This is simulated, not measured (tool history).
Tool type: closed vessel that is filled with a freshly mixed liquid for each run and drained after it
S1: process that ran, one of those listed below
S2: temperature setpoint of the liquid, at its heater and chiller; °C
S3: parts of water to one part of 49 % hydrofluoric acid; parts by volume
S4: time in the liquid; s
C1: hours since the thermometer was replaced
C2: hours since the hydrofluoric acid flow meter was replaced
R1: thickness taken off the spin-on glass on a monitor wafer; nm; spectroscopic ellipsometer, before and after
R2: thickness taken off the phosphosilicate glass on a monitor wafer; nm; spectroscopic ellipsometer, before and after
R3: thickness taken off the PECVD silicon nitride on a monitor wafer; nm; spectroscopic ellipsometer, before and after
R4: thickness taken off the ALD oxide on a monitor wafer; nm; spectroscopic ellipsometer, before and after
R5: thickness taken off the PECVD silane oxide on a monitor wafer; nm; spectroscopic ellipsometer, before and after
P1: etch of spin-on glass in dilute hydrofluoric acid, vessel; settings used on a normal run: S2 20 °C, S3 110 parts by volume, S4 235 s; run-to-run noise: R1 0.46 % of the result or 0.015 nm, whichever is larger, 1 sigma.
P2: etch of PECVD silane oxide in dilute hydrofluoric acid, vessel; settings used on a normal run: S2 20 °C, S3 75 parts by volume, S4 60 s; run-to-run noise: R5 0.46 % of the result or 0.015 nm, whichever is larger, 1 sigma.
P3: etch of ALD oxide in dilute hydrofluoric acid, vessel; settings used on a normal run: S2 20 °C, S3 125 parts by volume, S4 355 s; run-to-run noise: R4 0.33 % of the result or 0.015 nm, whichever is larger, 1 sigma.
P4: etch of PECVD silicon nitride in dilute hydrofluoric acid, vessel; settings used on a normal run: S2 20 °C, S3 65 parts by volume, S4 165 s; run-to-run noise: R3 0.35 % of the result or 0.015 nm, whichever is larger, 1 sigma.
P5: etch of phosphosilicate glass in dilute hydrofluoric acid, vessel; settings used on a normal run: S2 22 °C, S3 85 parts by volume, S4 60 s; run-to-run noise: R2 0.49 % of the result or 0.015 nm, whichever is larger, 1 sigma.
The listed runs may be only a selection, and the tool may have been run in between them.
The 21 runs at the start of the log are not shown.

run 22 hour=215.3 | S1=P1 S2=20 S3=110 S4=340 | C1=128.3 C2=1099.1 | R1=55.442
run 23 hour=220.8 | S1=P1 S2=20 S3=110 S4=235 | C1=133.8 C2=1104.6 | R1=38.468
run 24 hour=231.9 | S1=P4 S2=17 S3=65 S4=165 | C1=144.9 C2=1115.7 | R3=8.8498
run 25 hour=238.8 | S1=P2 S2=25 S3=75 S4=60 | C1=151.8 C2=1122.6 | R5=20.435
run 26 hour=248.1 | S1=P1 S2=17 S3=110 S4=235 | C1=161.1 C2=1131.9 | R1=33.783
run 27 hour=260.1 | S1=P1 S2=27 S3=110 S4=370 | C1=173.1 C2=1143.9 | R1=79.237
run 28 hour=272.6 | S1=P1 S2=20 S3=110 S4=235 | C1=185.6 C2=1156.4 | R1=38.543
run 29 hour=282.5 | S1=P3 S2=20 S3=125 S4=355 | C1=195.5 C2=1166.3 | R4=28.467
run 30 hour=295.1 | S1=P3 S2=26.5 S3=125 S4=355 | C1=208.1 C2=1178.9 | R4=36.788
run 31 hour=304.8 | S1=P2 S2=20 S3=130 S4=60 | C1=217.8 C2=1188.6 | R5=9.0773
run 32 hour=314.4 | S1=P1 S2=20 S3=40 S4=235 | C1=227.4 C2=1198.2 | R1=114.1
run 33 hour=323.6 | S1=P1 S2=20 S3=110 S4=235 | C1=236.6 C2=1207.4 | R1=38.41
run 34 hour=335.8 | S1=P1 S2=20 S3=110 S4=235 | C1=248.8 C2=1219.6 | R1=38.309
run 35 hour=345.7 | S1=P1 S2=20 S3=110 S4=235 | C1=258.7 C2=1229.5 | R1=36.987

What does the tool deliver on the next run?
run 36 hour=353 | S1=P1 S2=20 S3=110 S4=235 | C1=266 C2=1236.8 | R1=?

{"run 36": {"R1": 36.329}}

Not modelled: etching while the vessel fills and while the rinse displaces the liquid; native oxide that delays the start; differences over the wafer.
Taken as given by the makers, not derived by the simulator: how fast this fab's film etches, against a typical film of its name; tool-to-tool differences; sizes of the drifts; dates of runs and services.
